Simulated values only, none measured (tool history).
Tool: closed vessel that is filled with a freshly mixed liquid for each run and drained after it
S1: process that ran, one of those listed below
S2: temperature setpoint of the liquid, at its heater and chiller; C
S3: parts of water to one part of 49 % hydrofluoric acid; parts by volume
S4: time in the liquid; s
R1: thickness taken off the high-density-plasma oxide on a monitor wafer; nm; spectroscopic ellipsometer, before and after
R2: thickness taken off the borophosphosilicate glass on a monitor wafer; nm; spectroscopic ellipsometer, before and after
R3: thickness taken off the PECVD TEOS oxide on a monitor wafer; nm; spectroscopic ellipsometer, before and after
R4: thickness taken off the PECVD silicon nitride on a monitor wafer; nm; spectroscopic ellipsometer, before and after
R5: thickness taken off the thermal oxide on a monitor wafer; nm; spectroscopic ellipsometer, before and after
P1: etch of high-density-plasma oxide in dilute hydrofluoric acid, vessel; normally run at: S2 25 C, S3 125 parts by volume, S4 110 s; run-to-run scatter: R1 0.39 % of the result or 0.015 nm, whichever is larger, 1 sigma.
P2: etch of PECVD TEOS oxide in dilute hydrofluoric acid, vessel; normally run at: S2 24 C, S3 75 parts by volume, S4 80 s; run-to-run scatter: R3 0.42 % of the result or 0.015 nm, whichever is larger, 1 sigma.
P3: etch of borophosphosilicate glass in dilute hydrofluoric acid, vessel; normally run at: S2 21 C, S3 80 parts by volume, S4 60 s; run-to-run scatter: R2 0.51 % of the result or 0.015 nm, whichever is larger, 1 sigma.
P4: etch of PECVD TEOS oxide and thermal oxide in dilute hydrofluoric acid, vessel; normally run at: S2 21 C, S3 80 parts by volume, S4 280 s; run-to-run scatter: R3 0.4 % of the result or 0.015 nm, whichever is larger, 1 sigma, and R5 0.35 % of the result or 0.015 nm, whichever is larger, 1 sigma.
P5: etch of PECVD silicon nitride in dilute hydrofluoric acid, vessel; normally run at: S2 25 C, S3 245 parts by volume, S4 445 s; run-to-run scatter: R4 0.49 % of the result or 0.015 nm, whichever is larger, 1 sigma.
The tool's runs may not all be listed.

run,hour,S1,S2,S3,S4,R1,R2,R3,R4,R5
1,13.4,P1,25,125,110,7.2831,,,,
2,26.7,P3,21,80,60,,30.065,,,
3,33.9,P1,25,125,30,2.0117,,,,
4,41.4,P3,21,80,60,,30.041,,,
5,48.7,P1,25,125,110,7.3547,,,,
6,62.9,P3,21,40,60,,63.242,,,
7,71.3,P2,24,75,30,,,6.7156,,
8,85.1,P2,30,75,80,,,22.565,,
9,92.2,P5,25,245,445,,,,5.8703,
10,100,P2,24,20,80,,,72.115,,
11,109.7,P5,25,370,445,,,,3.8962,
12,122.2,P4,21,80,280,,,36.176,,15.326
13,136.7,P1,17.5,125,110,5.4583,,,,
14,149.5,P1,25,125,185,12.24,,,,
15,156.7,P5,33,245,445,,,,9.4505,
# hour 162.2: thermometer replaced
16,170.9,P1,29.5,125,110,8.677,,,,
17,178.7,P1,25,190,110,4.478,,,,
18,187.4,P1,25,125,110,7.2939,,,,
19,194,P1,25,125,110,7.3485,,,,
20,207.6,P2,24,75,80,,,17.924,,
21,216.9,P5,25,245,245,,,,3.239,
22,228,P4,21,80,465,,,60.456,,25.485
23,234.8,P3,21,80,30,,15.143,,,
24,242.5,P3,27.5,80,60,,39.198,,,
25,257,P4,21,80,280,,,36.144,,15.33
26,264,P4,17,80,280,,,30.752,,12.896
27,271.8,P1,25,125,110,7.3192,,,,
28,278.5,P1,32,60,110,21.917,,,,
29,291,P1,25,75,110,12.953,,,,
30,304.5,P4,21,145,280,,,18.586,,7.8733
31,314.1,P1,25,125,110,7.3097,,,,
32,323.5,P1,25,125,110,7.2147,,,,
33,335.2,P1,25,125,110,7.0776,,,,
34,346,P1,25,125,110,6.9949,,,,
35,354.9,P1,25,125,110,6.9786,,,,
36,364,P1,25,125,110,6.9201,,,,
37,376.4,P1,25,125,110,6.8817,,,,
38,387.4,P1,25,125,110,6.9051,,,,
39,398.4,P1,25,125,110,6.8803,,,,
40,409.5,P1,25,125,110,6.9057,,,,

What P1 gives has crept away from where it was. These 2 causes fit the log equally well, each at the size given:
A: liquid colder than its thermometer reads (K) = 1.61
B: hydrofluoric acid flow below the setpoint (%) = 5.26
The creep began at about hour 314.1.

4 check runs are offered, one wafer each, their results left as question marks. Which one tells the causes apart?
check 1,420.6,P2,24,75,80,,,?,,
check 2,420.6,P3,21,80,60,,?,,,
check 3,420.6,P5,25,245,445,,,,?,
check 4,420.6,P4,21,80,280,,,?,,?

What each check would give under each cause:
check,result,if A,if B
check 1,R3,16.746,16.849
check 2,R2,28.139,28.355
check 3,R4,5.3186,5.5698
check 4,R3,33.881,34.141
check 4,R5,14.32,14.43
How far apart the two closest causes lie, in the result that separates them most: check 1 0.61 %; check 2 0.77 %; check 3 4.61 %; check 4 0.77 %
Check 3 tells the causes apart: in the others they would give nearly the same result.

Then check 3 was run and gave: R4 5.5877 nm. Which cause is it?

It is B: hydrofluoric acid flow below the setpoint (%).
